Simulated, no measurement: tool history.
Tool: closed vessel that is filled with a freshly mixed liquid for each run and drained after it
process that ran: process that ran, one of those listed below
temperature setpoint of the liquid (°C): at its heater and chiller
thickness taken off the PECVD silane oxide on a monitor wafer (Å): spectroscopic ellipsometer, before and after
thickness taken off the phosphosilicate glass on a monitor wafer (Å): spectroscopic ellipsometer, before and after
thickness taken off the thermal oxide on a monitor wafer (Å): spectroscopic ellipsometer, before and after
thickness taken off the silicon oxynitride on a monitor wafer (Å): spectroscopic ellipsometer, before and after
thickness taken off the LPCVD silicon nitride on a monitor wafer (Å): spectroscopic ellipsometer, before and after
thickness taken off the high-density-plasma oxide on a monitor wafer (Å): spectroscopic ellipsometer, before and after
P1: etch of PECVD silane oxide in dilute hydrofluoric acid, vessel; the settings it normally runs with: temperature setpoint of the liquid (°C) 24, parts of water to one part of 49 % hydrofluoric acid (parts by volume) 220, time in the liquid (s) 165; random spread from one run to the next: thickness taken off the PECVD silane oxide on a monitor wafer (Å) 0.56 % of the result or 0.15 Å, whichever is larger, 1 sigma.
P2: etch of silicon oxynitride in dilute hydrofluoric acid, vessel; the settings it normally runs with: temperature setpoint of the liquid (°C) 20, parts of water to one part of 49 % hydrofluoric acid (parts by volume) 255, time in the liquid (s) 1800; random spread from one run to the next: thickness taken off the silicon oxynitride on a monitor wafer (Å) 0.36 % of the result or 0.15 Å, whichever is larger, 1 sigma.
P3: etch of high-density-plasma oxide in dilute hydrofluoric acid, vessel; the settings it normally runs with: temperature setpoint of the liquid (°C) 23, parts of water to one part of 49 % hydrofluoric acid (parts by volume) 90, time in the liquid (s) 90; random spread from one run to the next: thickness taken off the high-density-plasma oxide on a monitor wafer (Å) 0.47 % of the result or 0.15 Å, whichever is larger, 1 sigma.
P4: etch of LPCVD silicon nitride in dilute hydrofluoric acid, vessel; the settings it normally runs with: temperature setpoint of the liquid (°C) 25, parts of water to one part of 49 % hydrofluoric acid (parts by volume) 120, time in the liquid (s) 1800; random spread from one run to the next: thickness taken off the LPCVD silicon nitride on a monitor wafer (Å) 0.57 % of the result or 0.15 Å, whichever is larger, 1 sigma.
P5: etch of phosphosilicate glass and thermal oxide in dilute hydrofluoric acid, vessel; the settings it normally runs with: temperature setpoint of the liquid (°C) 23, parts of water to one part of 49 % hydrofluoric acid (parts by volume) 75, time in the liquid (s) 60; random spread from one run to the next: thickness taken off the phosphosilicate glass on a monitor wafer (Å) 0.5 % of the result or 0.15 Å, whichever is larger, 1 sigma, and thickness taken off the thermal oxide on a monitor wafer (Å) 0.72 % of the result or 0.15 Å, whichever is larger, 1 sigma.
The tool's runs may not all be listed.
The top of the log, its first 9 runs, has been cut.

| run | hour | process that ran | temperature setpoint of the liquid (°C) | parts of water to one part of 49 % hydrofluoric acid (parts by volume) | time in the liquid (s) | thickness taken off the PECVD silane oxide on a monitor wafer (Å) | thickness taken off the phosphosilicate glass on a monitor wafer (Å) | thickness taken off the thermal oxide on a monitor wafer (Å) | thickness taken off the silicon oxynitride on a monitor wafer (Å) | thickness taken off the LPCVD silicon nitride on a monitor wafer (Å) | thickness taken off the high-density-plasma oxide on a monitor wafer (Å) |
|---|---|---|---|---|---|---|---|---|---|---|---|
| 10 | 41.1 | P1 | 24 | 220 | 70 | 89.931 |  |  |  |  |  |
| 11 | 43.6 | P5 | 23 | 75 | 60 |  | 1501.3 | 38.449 |  |  |  |
| 12 | 48.4 | P3 | 29.5 | 90 | 90 |  |  |  |  |  | 64.592 |
| 13 | 53.1 | P3 | 23 | 90 | 90 |  |  |  |  |  | 50.241 |
| 14 | 58.2 | P4 | 25 | 120 | 960 |  |  |  |  | 43.398 |  |
| 15 | 61.5 | P1 | 17 | 220 | 165 | 164.35 |  |  |  |  |  |
| 16 | 66.3 | P1 | 30 | 220 | 35 | 55.253 |  |  |  |  |  |
| 17 | 70.4 | P1 | 24 | 220 | 165 | 211.2 |  |  |  |  |  |
| 18 | 74.3 | P1 | 31 | 220 | 165 | 274.09 |  |  |  |  |  |
| 19 | 77 | P2 | 20 | 255 | 745 |  |  |  | 34.554 |  |  |
| 20 | 80.6 | P4 | 25 | 205 | 1800 |  |  |  |  | 47.492 |  |
| 21 | 86.1 | P2 | 20 | 255 | 1800 |  |  |  | 85.067 |  |  |
| 22 | 88.8 | P1 | 24 | 220 | 165 | 213.35 |  |  |  |  |  |

Run 23 has not been measured yet. What should we expect?
| 23 | 92 | P1 | 17 | 320 | 165 | ? |  |  |  |  |  |

Run 23 came out at thickness taken off the PECVD silane oxide on a monitor wafer (Å) 102.98.

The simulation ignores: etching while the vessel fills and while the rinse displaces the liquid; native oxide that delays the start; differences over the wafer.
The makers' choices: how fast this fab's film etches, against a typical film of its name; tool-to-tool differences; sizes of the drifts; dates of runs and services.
